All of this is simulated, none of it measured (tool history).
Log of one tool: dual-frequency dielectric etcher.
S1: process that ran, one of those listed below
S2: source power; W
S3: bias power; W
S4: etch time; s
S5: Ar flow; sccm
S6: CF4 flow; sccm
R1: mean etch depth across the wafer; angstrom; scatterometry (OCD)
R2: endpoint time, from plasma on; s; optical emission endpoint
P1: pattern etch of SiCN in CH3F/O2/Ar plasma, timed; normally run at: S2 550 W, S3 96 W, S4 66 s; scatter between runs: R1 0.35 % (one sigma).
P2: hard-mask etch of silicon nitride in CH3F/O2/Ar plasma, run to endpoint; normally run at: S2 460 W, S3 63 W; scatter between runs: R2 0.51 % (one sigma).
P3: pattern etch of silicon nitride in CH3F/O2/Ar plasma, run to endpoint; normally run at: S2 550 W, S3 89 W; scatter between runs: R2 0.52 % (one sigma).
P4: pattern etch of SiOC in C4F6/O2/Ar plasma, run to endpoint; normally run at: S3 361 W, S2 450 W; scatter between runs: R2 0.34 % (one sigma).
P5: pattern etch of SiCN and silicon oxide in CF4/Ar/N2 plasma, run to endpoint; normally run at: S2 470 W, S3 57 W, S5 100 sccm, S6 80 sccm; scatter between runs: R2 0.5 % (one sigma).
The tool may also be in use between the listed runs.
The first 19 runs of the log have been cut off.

run 20 hour=88.9 | S1=P2 S2=460 S3=37 | R2=66.993
run 21 hour=93.1 | S1=P1 S2=700 S3=96 S4=95 | R1=504.75
run 22 hour=98.9 | S1=P3 S2=660 S3=89 | R2=50.994
run 23 hour=103.7 | S1=P4 S2=630 S3=361 | R2=14.818
run 24 hour=107 | S1=P1 S2=400 S3=96 S4=66 | R1=284.3
run 25 hour=111.9 | S1=P1 S2=550 S3=96 S4=66 | R1=318.64
run 26 hour=116 | S1=P3 S2=550 S3=123 | R2=48.857
run 27 hour=118.9 | S1=P5 S2=470 S3=71 S5=100 S6=80 | R2=14.315
run 28 hour=122.4 | S1=P1 S2=440 S3=96 S4=40.5 | R1=180.83
run 29 hour=128.3 | S1=P3 S2=550 S3=89 | R2=55.134
run 30 hour=134.1 | S1=P1 S2=550 S3=96 S4=66 | R1=319.08
run 31 hour=139 | S1=P5 S2=470 S3=57 S5=100 S6=55 | R2=16.393
run 32 hour=142.4 | S1=P1 S2=550 S3=96 S4=66 | R1=320.51
run 33 hour=148.4 | S1=P1 S2=550 S3=96 S4=66 | R1=320.28
run 34 hour=151.7 | S1=P1 S2=550 S3=96 S4=66 | R1=319.13
run 35 hour=155.7 | S1=P1 S2=550 S3=96 S4=66 | R1=317.7
run 36 hour=159.9 | S1=P1 S2=550 S3=96 S4=66 | R1=315.58
run 37 hour=165.5 | S1=P1 S2=550 S3=96 S4=66 | R1=316.53
-- hour=170.1 wet clean of the chamber
run 38 hour=170.1 | S1=P1 S2=550 S3=96 S4=66 | R1=315.04
run 39 hour=176.2 | S1=P1 S2=550 S3=96 S4=66 | R1=315.54
run 40 hour=179.2 | S1=P1 S2=550 S3=96 S4=66 | R1=314.9

Expected results for the next run?
run 41 hour=184 | S1=P1 S2=550 S3=96 S4=66 | R1=?

Run 41 gave R1 315.76 angstrom.
